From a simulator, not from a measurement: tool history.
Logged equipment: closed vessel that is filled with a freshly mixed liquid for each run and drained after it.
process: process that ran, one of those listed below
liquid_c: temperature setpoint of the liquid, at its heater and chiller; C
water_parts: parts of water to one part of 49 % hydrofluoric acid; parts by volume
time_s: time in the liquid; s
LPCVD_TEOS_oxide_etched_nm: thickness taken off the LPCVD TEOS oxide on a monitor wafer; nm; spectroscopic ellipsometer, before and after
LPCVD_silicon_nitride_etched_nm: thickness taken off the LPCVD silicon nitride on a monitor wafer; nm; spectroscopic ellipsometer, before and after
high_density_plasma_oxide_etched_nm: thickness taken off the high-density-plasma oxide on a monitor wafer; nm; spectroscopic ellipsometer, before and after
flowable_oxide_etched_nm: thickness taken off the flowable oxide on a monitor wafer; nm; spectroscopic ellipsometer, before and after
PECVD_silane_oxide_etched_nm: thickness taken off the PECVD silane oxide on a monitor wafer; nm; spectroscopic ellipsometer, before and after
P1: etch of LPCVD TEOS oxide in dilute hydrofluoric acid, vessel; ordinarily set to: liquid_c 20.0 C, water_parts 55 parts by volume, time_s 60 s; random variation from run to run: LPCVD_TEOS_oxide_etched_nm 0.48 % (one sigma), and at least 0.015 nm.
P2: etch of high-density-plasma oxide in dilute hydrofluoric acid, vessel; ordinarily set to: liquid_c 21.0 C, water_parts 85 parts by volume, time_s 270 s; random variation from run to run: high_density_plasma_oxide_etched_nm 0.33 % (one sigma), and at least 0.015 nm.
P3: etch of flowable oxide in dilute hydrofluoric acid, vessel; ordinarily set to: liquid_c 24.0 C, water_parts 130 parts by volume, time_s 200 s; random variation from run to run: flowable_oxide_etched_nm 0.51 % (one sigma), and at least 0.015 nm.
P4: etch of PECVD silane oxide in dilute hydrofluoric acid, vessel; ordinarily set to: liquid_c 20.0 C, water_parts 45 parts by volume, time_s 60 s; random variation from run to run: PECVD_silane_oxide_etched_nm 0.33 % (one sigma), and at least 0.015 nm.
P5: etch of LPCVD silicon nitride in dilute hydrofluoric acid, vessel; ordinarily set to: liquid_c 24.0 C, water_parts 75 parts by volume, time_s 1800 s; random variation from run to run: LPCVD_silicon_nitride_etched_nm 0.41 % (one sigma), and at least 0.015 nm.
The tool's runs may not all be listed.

run  hour  process  liquid_c  water_parts  time_s  hours since the thermometer was replaced  hours since the hydrofluoric acid flow meter was replaced  LPCVD_TEOS_oxide_etched_nm  LPCVD_silicon_nitride_etched_nm  high_density_plasma_oxide_etched_nm  flowable_oxide_etched_nm  PECVD_silane_oxide_etched_nm
  1   3.1       P1      20.0           55      60                                    1061.2                                                      828.9                     16.9510
  2   7.3       P1      20.0           55      30                                    1065.4                                                      833.1                      8.5033
  3  11.2       P5      24.0           75    1800                                    1069.3                                                      837.0                                                      12.3880
  4  14.0       P1      23.5           55      60                                    1072.1                                                      839.8                     19.6200
  5  16.5       P2      21.0           35     270                                    1074.6                                                      842.3                                                                                           41.1240
  6  20.4       P5      24.0          110    1800                                    1078.5                                                      846.2                                                       8.4902
  7  23.6       P1      20.0           30      60                                    1081.7                                                      849.4                     32.0620
  8  27.0       P3      24.0           75     200                                    1085.1                                                      852.8                                                                                                                     107.310
  9  30.0       P1      27.0           55      30                                    1088.1                                                      855.8                     11.1800
 10  31.9       P4      24.5           45      60                                    1090.0                                                      857.7                                                                                                                                                    69.282
 11  35.3       P1      20.0           55      60                                    1093.4                                                      861.1                     16.7460
 12  39.1       P1      17.0           55      60                                    1097.2                                                      864.9                     14.8870
 13  42.4       P2      21.0           85     270                                    1100.5                                                      868.2                                                                                           15.8250
 14  45.8       P1      20.0           55      60                                    1103.9                                                      871.6                     16.9220
 15  48.8       P1      20.0           55      60                                    1106.9                                                      874.6                     16.9930
 16  53.2       P2      21.0           85     150                                    1111.3                                                      879.0                                                                                            8.8327
     54.2  -- thermometer replaced
 17  56.0       P1      20.0           80      60                                       1.8                                                      881.8                     11.3030
 18  58.5       P2      21.0           85     270                                       4.3                                                      884.3                                                                                           15.8940
 19  61.2       P5      18.0           75    1800                                       7.0                                                      887.0                                                       8.2152
 20  64.0       P1      17.0           30      60                                       9.8                                                      889.8                     28.2370
 21  66.5       P3      24.0          130     200                                      12.3                                                      892.3                                                                                                                      57.470

The next listed run, before its measurement:
 22  68.4       P3      24.0          130     340                                      14.2                                                      894.2                                                                                                                           ?

For run 22 the tool returned flowable_oxide_etched_nm 98.794 nm.
